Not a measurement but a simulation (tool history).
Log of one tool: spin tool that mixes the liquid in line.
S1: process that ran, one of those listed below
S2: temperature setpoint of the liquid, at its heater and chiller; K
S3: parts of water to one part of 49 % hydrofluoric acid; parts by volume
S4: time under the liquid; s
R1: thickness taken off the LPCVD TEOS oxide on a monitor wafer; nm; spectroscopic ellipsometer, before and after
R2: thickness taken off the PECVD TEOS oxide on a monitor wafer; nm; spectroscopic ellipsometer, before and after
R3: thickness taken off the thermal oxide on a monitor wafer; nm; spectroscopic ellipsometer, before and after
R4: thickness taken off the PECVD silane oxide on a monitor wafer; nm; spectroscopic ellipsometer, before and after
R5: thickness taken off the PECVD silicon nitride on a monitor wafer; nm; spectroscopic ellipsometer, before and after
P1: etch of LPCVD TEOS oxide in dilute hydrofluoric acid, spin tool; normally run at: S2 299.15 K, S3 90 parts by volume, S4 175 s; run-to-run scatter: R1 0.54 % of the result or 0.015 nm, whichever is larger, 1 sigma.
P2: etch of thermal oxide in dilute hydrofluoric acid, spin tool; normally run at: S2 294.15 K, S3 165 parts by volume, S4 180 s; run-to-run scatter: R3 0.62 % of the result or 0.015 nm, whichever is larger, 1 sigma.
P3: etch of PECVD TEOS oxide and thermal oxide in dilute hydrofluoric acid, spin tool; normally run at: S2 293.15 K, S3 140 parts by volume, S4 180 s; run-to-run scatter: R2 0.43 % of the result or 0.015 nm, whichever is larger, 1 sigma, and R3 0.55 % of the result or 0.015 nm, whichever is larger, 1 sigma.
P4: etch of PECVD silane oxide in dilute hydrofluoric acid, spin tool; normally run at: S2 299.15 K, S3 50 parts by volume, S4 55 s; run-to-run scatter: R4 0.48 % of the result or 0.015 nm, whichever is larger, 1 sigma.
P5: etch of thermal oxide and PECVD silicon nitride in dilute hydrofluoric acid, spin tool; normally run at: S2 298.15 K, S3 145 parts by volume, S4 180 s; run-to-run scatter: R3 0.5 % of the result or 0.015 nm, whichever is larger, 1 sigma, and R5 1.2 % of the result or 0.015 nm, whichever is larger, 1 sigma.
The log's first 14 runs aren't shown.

| run | hour | S1 | S2 | S3 | S4 | R1 | R2 | R3 | R4 | R5 |
|---|---|---|---|---|---|---|---|---|---|---|
| 15 | 202.1 | P1 | 299.15 | 90 | 175 | 48.286 |  |  |  |  |
| 16 | 219.6 | P1 | 307.15 | 90 | 175 | 65.254 |  |  |  |  |
| 17 | 229.0 | P2 | 294.15 | 45 | 180 |  |  | 19.2260 |  |  |
| 18 | 244.2 | P5 | 298.15 | 145 | 35 |  |  | 1.1199 |  | 0.43673 |
| 19 | 262.3 | P3 | 293.15 | 60 | 180 |  | 29.1530 | 12.4060 |  |  |
| 20 | 271.8 | P2 | 294.15 | 165 | 180 |  |  | 4.5918 |  |  |
| 21 | 288.1 | P4 | 299.15 | 50 | 55 |  |  |  | 33.925 |  |
| 22 | 305.8 | P3 | 293.15 | 140 | 180 |  | 11.3180 | 4.9526 |  |  |
| 23 | 321.8 | P1 | 299.15 | 45 | 175 | 102.070 |  |  |  |  |
| 24 | 339.8 | P1 | 299.15 | 90 | 175 | 48.495 |  |  |  |  |
| 25 | 348.3 | P5 | 298.15 | 145 | 180 |  |  | 5.6850 |  | 2.23490 |
| 26 | 365.4 | P5 | 298.15 | 60 | 180 |  |  | 15.2510 |  | 5.34530 |
| 27 | 379.6 | P2 | 294.15 | 165 | 80 |  |  | 2.0733 |  |  |
| 28 | 390.2 | P4 | 299.15 | 50 | 25 |  |  |  | 15.480 |  |
| 29 | 406.3 | P3 | 293.15 | 140 | 55 |  | 3.4772 | 1.4980 |  |  |
| 30 | 417.2 | P1 | 299.15 | 90 | 175 | 48.565 |  |  |  |  |
| 31 | 431.3 | P1 | 299.15 | 90 | 175 | 50.316 |  |  |  |  |
| 32 | 448.7 | P1 | 299.15 | 90 | 175 | 51.269 |  |  |  |  |

Run 33 comes next. What will it give?
| 33 | 464.9 | P1 | 299.15 | 90 | 175 | ? |  |  |  |  |

Run 33 gave R1 51.336 nm.

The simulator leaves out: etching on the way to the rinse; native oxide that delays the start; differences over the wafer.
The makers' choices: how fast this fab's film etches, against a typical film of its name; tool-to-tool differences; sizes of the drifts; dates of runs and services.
